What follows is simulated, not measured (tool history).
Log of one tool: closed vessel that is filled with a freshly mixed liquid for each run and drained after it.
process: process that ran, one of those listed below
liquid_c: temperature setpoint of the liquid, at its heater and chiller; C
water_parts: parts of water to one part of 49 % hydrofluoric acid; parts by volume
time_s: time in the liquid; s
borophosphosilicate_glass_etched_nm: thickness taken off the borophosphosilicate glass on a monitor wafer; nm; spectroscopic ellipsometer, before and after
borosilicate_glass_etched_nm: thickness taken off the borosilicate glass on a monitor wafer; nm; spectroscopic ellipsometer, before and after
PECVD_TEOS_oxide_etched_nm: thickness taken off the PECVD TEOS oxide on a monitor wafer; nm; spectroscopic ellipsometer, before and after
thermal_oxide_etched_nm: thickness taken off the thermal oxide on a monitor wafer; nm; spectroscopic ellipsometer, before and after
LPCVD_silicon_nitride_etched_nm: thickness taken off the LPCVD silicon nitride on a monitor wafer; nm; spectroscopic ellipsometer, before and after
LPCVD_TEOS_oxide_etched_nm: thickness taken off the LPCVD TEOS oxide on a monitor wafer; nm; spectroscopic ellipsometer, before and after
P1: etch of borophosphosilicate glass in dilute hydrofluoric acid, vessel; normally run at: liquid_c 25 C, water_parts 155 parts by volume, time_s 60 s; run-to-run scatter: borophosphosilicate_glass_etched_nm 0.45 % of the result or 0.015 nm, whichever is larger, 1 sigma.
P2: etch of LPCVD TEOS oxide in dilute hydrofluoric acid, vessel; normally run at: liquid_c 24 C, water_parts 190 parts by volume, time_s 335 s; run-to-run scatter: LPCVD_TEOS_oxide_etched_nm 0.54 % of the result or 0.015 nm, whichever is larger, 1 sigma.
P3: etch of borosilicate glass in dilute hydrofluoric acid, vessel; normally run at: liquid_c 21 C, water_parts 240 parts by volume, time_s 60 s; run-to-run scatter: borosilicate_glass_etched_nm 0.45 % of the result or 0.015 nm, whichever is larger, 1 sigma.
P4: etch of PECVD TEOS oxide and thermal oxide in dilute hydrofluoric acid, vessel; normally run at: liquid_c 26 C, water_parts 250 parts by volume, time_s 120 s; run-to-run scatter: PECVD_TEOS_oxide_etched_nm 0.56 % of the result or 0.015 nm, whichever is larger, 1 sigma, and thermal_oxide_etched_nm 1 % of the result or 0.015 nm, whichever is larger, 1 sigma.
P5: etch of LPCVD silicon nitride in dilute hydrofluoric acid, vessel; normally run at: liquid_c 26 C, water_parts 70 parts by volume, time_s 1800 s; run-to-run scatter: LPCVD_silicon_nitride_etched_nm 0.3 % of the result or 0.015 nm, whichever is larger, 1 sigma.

| run | hour | process | liquid_c | water_parts | time_s | hours since the thermometer was replaced | hours since the hydrofluoric acid flow meter was replaced | borophosphosilicate_glass_etched_nm | borosilicate_glass_etched_nm | PECVD_TEOS_oxide_etched_nm | thermal_oxide_etched_nm | LPCVD_silicon_nitride_etched_nm | LPCVD_TEOS_oxide_etched_nm |
|---|---|---|---|---|---|---|---|---|---|---|---|---|---|
| 1 | 12.2 | P1 | 25 | 155 | 60 | 526.8 | 137.1 | 14.248 |  |  |  |  |  |
| 2 | 29.2 | P1 | 25 | 25 | 60 | 543.8 | 154.1 | 104.83 |  |  |  |  |  |
| 3 | 41.1 | P1 | 25 | 155 | 60 | 555.7 | 166 | 14.296 |  |  |  |  |  |
| 4 | 51.7 | P3 | 21 | 240 | 60 | 566.3 | 176.6 |  | 6.3558 |  |  |  |  |
| 5 | 63.8 | P4 | 26 | 250 | 180 | 578.4 | 188.7 |  |  | 8.4183 | 3.0857 |  |  |
| 6 | 74.4 | P5 | 26 | 70 | 1800 | 589 | 199.3 |  |  |  |  | 16.045 |  |
| 7 | 88.6 | P2 | 24 | 190 | 335 | 603.2 | 213.5 |  |  |  |  |  | 27.334 |
| 8 | 103.3 | P2 | 24 | 190 | 585 | 617.9 | 228.2 |  |  |  |  |  | 47.93 |
| 9 | 119.9 | P3 | 27.5 | 240 | 60 | 634.5 | 244.8 |  | 7.9441 |  |  |  |  |
| 10 | 138.2 | P1 | 25 | 155 | 60 | 652.8 | 263.1 | 14.237 |  |  |  |  |  |
| 11 | 151.3 | P1 | 25 | 155 | 60 | 665.9 | 276.2 | 14.182 |  |  |  |  |  |
| 12 | 167.7 | P1 | 25 | 155 | 115 | 682.3 | 292.6 | 27.314 |  |  |  |  |  |
| 13 | 184.2 | P5 | 30 | 70 | 1800 | 698.8 | 309.1 |  |  |  |  | 20.872 |  |
| 14 | 203.1 | P1 | 25 | 155 | 30 | 717.7 | 328 | 7.1793 |  |  |  |  |  |
| 15 | 213.5 | P3 | 21 | 240 | 85 | 728.1 | 338.4 |  | 9.0214 |  |  |  |  |
| 16 | 226.9 | P1 | 31 | 155 | 60 | 741.5 | 351.8 | 17.756 |  |  |  |  |  |
| 17 | 236.6 | P2 | 24 | 105 | 335 | 751.2 | 361.5 |  |  |  |  |  | 54.248 |
| 18 | 252 | P2 | 30.5 | 190 | 335 | 766.6 | 376.9 |  |  |  |  |  | 34.37 |
| 19 | 269.7 | P4 | 26 | 250 | 120 | 784.3 | 394.6 |  |  | 5.6327 | 1.9671 |  |  |
| 20 | 283.6 | P1 | 25 | 100 | 100 | 798.2 | 408.5 | 39.124 |  |  |  |  |  |
| 21 | 301.5 | P4 | 26 | 420 | 120 | 816.1 | 426.4 |  |  | 2.8273 | 1.0179 |  |  |
| 22 | 313.9 | P1 | 32 | 215 | 60 | 828.5 | 438.8 | 12.286 |  |  |  |  |  |
|  | 319.1 | thermometer replaced |
| 23 | 328.4 | P4 | 30.5 | 250 | 120 | 9.3 | 453.3 |  |  | 6.5556 | 2.2847 |  |  |
| 24 | 337.8 | P3 | 21 | 240 | 60 | 18.7 | 462.7 |  | 6.3492 |  |  |  |  |
| 25 | 348.3 | P4 | 26 | 250 | 120 | 29.2 | 473.2 |  |  | 5.5994 | 1.9903 |  |  |
| 26 | 360.9 | P5 | 26 | 30 | 1800 | 41.8 | 485.8 |  |  |  |  | 36.987 |  |
| 27 | 369.7 | P3 | 21 | 440 | 60 | 50.6 | 494.6 |  | 2.8987 |  |  |  |  |
| 28 | 384.6 | P5 | 26 | 70 | 2775 | 65.5 | 509.5 |  |  |  |  | 24.76 |  |
| 29 | 397.7 | P1 | 25 | 265 | 60 | 78.6 | 522.6 | 7.4404 |  |  |  |  |  |
| 30 | 407.8 | P1 | 17.5 | 155 | 60 | 88.7 | 532.7 | 10.64 |  |  |  |  |  |

Run 31 comes next. What will it give?
| 31 | 425.4 | P1 | 25 | 155 | 60 | 106.3 | 550.3 | ? |  |  |  |  |  |

{"run 31": {"borophosphosilicate_glass_etched_nm": 14.215}}

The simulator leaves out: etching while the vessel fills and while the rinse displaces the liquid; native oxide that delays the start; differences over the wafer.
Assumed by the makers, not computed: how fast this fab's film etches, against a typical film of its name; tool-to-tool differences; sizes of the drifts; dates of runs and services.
